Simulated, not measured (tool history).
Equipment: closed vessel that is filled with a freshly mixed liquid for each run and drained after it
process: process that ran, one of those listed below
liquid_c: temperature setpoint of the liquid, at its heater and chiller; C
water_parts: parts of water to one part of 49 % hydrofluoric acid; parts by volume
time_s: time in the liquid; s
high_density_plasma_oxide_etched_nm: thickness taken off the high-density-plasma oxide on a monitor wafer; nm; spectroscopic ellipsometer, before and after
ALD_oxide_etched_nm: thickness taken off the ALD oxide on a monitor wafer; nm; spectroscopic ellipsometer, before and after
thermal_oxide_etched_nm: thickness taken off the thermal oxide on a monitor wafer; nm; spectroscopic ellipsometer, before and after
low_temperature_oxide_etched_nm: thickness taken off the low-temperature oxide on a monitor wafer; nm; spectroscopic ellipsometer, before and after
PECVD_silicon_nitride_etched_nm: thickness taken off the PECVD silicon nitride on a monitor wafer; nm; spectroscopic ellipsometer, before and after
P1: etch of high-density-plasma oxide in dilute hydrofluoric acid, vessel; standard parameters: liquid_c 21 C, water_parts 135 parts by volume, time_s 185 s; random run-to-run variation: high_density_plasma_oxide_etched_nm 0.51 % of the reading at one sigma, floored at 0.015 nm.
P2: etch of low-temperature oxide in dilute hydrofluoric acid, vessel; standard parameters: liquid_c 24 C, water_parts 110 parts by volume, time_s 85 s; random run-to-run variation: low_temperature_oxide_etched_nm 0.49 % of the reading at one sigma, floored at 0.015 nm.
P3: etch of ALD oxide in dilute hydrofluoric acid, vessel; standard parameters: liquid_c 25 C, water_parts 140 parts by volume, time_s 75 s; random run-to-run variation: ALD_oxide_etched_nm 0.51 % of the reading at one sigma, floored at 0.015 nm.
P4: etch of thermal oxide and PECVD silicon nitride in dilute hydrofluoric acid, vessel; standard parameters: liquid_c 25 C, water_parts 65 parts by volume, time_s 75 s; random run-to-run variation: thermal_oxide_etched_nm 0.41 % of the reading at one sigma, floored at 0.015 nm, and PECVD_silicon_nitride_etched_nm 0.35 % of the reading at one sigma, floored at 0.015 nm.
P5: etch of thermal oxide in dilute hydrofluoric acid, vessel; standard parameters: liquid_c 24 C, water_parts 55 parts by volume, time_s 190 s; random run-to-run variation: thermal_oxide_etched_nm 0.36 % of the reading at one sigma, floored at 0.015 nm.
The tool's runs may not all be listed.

run	day	process	liquid_c	water_parts	time_s	hours since the thermometer was replaced	hours since the hydrofluoric acid flow meter was replaced	high_density_plasma_oxide_etched_nm	ALD_oxide_etched_nm	thermal_oxide_etched_nm	low_temperature_oxide_etched_nm	PECVD_silicon_nitride_etched_nm
1	0.317	P1	21	135	185	1207.1	1164.9	6.9036				
2	1.012	P1	21	25	185	1223.8	1181.6	42.4260				
3	1.442	P3	25	140	75	1234.1	1191.9		11.951			
4	1.854	P1	21	30	65	1244.0	1201.8	12.4030				
5	2.175	P1	17	135	185	1251.7	1209.5	5.8599				
6	2.742	P5	24	20	190	1265.3	1223.1			48.1320		
7	3.196	P2	29	110	85	1276.2	1234.0				13.1490	
8	3.792	P3	25	140	75	1290.5	1248.3		12.046			
9	4.100	P1	25	135	185	1297.9	1255.7	8.1584				
10	4.796	P4	25	85	75	1314.6	1272.4			4.4294		4.7975
11	5.283	P1	21	200	185	1326.3	1284.1	4.3469				
12	5.962	P2	24	110	85	1342.6	1300.4				10.8700	
13	6.329	P2	24	110	45	1351.4	1309.2				5.6539	
14	6.692	P4	25	65	30	1360.1	1317.9			2.3973		2.5067
15	7.062	P1	21	135	65	1369.0	1326.8	2.4176				
16	7.408	P4	25	65	75	1377.3	1335.1			6.0034		6.2630
17	7.817	P1	21	135	185	1387.1	1344.9	6.9697				
18	8.196	P1	21	135	185	1396.2	1354.0	6.9921				
19	8.762	P3	25	25	75	1409.8	1367.6		78.227			
20	9.308	P5	24	55	190	1422.9	1380.7			16.7300		
21	9.933	P1	21	135	185	1437.9	1395.7	6.8959				
22	10.600	P1	21	135	185	1453.9	1411.7	6.9375				
23	11.212	P3	19	140	75	1468.6	1426.4		9.511			
24	11.612	P1	21	135	185	1478.2	1436.0	6.8873				

What does the tool deliver on the next run?
25	12.146	P5	24	55	190	1491.0	1448.8			?		

thermal_oxide_etched_nm: 16.6800 nm
